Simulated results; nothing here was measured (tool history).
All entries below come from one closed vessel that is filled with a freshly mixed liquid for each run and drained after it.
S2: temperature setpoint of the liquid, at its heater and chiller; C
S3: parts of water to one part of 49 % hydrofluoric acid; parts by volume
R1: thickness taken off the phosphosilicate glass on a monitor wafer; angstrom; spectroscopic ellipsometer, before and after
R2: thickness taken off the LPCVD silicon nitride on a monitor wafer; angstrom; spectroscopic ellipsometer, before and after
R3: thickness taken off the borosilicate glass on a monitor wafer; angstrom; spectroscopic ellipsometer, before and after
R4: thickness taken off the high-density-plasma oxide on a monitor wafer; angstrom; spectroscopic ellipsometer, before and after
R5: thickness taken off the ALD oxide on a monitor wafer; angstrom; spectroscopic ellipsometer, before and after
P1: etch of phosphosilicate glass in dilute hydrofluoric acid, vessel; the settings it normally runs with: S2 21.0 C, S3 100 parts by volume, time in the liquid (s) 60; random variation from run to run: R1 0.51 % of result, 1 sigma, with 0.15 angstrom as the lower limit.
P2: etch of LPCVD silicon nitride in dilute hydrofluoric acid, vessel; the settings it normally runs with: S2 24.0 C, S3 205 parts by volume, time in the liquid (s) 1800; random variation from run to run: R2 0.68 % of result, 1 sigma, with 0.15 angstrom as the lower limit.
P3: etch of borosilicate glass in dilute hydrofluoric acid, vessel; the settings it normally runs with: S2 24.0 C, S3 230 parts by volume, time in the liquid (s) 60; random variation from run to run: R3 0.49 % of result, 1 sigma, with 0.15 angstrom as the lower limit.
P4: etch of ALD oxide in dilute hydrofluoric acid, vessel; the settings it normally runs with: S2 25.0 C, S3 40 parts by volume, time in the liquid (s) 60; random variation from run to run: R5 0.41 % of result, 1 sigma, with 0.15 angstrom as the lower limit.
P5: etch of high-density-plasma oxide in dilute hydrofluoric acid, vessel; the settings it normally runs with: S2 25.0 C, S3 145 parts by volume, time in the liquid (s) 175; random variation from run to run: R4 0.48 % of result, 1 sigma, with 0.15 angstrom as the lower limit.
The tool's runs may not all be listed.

Run 1, hour 3.9: process that ran P1, S2 21.0 C, S3 100 parts by volume, time in the liquid (s) 60. Result: R1 1033.20 angstrom.
Run 2, hour 9.2: process that ran P1, S2 21.0 C, S3 100 parts by volume, time in the liquid (s) 60. Result: R1 1025.30 angstrom.
Run 3, hour 15.1: process that ran P2, S2 24.0 C, S3 205 parts by volume, time in the liquid (s) 575. Result: R2 14.248 angstrom.
Run 4, hour 22.7: process that ran P2, S2 24.0 C, S3 205 parts by volume, time in the liquid (s) 1800. Result: R2 44.002 angstrom.
Run 5, hour 29.7: process that ran P1, S2 28.5 C, S3 100 parts by volume, time in the liquid (s) 60. Result: R1 1375.70 angstrom.
Run 6, hour 36.6: process that ran P1, S2 21.0 C, S3 25 parts by volume, time in the liquid (s) 60. Result: R1 4532.30 angstrom.
Run 7, hour 40.0: process that ran P3, S2 24.0 C, S3 230 parts by volume, time in the liquid (s) 60. Result: R3 67.566 angstrom.
Run 8, hour 46.7: process that ran P5, S2 25.0 C, S3 145 parts by volume, time in the liquid (s) 305. Result: R4 180.25 angstrom.
Run 9, hour 53.4: process that ran P3, S2 31.0 C, S3 230 parts by volume, time in the liquid (s) 60. Result: R3 85.421 angstrom.
Run 10, hour 57.9: process that ran P1, S2 21.0 C, S3 100 parts by volume, time in the liquid (s) 30. Result: R1 515.77 angstrom.
Run 11, hour 65.4: process that ran P1, S2 21.0 C, S3 100 parts by volume, time in the liquid (s) 105. Result: R1 1817.40 angstrom.
Run 12, hour 71.3: process that ran P1, S2 21.0 C, S3 100 parts by volume, time in the liquid (s) 60. Result: R1 1026.60 angstrom.
Run 13, hour 77.5: process that ran P5, S2 25.0 C, S3 145 parts by volume, time in the liquid (s) 175. Result: R4 102.92 angstrom.
Run 14, hour 81.8: process that ran P1, S2 21.0 C, S3 100 parts by volume, time in the liquid (s) 60. Result: R1 1035.30 angstrom.
Run 15, hour 86.0: process that ran P4, S2 25.0 C, S3 40 parts by volume, time in the liquid (s) 60. Result: R5 322.31 angstrom.
Run 16, hour 91.3: process that ran P4, S2 33.0 C, S3 40 parts by volume, time in the liquid (s) 60. Result: R5 441.64 angstrom.
Run 17, hour 95.3: process that ran P4, S2 25.0 C, S3 65 parts by volume, time in the liquid (s) 60. Result: R5 191.48 angstrom.
Run 18, hour 100.6: process that ran P1, S2 21.0 C, S3 180 parts by volume, time in the liquid (s) 60. Result: R1 526.22 angstrom.
Run 19, hour 107.8: process that ran P2, S2 24.0 C, S3 80 parts by volume, time in the liquid (s) 1800. Result: R2 110.370 angstrom.
Run 20, hour 114.8: process that ran P3, S2 24.0 C, S3 70 parts by volume, time in the liquid (s) 60. Result: R3 265.480 angstrom.
Run 21, hour 119.0: process that ran P1, S2 21.0 C, S3 100 parts by volume, time in the liquid (s) 60. Result: R1 1039.00 angstrom.
Run 22, hour 123.9: process that ran P2, S2 17.0 C, S3 205 parts by volume, time in the liquid (s) 1800. Result: R2 27.560 angstrom.

Run 23, settings as shown, results not yet in. Your forecast:
Run 23, hour 128.3: process that ran P1, S2 17.0 C, S3 100 parts by volume, time in the liquid (s) 60. Result: R1 ?.

R1: 873.91 angstrom
